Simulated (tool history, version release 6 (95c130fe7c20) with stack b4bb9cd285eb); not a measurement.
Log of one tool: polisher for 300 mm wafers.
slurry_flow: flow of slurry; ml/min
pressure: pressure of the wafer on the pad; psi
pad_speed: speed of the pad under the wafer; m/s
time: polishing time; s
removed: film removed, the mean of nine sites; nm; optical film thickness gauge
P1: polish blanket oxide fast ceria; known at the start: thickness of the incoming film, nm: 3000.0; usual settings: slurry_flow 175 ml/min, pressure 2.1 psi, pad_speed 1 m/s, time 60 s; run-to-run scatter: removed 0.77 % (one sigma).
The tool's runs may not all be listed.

| run | hour | slurry_flow | pressure | pad_speed | time | wafers polished on this pad | hours since the slurry nozzle was cleaned | hours since the head pressure was calibrated | removed |
|---|---|---|---|---|---|---|---|---|---|
| 1 | 13.3 | 175 | 2.1 | 1 | 60 | 420 | 205 | 697.8 | 823.99 |
| 2 | 25.6 | 175 | 2.1 | 1 | 60 | 528 | 217.3 | 710.1 | 817.89 |
| 3 | 34.8 | 175 | 2.1 | 1 | 60 | 609 | 226.5 | 719.3 | 808.79 |
|  | 36.9 | head pressure recalibrated |
| 4 | 44.4 | 175 | 2.1 | 1.58 | 60 | 693 | 236.1 | 7.6 | 1284.5 |
| 5 | 52.6 | 105 | 2.1 | 1 | 60 | 765 | 244.3 | 15.8 | 739.13 |
| 6 | 63.4 | 175 | 2.1 | 0.62 | 92 | 860 | 255.1 | 26.6 | 776.02 |
| 7 | 73.7 | 175 | 2.1 | 1 | 60 | 950 | 265.4 | 36.9 | 813.1 |
| 8 | 83.9 | 175 | 2.1 | 1 | 60 | 1039 | 275.6 | 47.1 | 830.27 |
| 9 | 95.4 | 250 | 2.1 | 1 | 60 | 1140 | 287.1 | 58.6 | 854.49 |
| 10 | 108.3 | 175 | 3.2 | 1 | 60 | 1253 | 300 | 71.5 | 1234.3 |
| 11 | 123.2 | 175 | 2.1 | 0.6 | 60 | 1384 | 314.9 | 86.4 | 489.86 |
| 12 | 134.5 | 175 | 2.1 | 1 | 60 | 1483 | 326.2 | 97.7 | 815.64 |
| 13 | 147.9 | 175 | 2.1 | 1 | 82 | 1600 | 339.6 | 111.1 | 1111.8 |
| 14 | 159.5 | 175 | 2.1 | 1 | 27 | 1702 | 351.2 | 122.7 | 367.49 |
| 15 | 169 | 175 | 1.3 | 1 | 60 | 1785 | 360.7 | 132.2 | 502.55 |
| 16 | 180.1 | 175 | 2.1 | 1 | 60 | 1883 | 371.8 | 143.3 | 828.34 |

The next listed run, before its measurement:
| 17 | 189.6 | 175 | 2.1 | 1 | 60 | 1966 | 381.3 | 152.8 | ? |

{"run 17": {"removed": 786.49}}
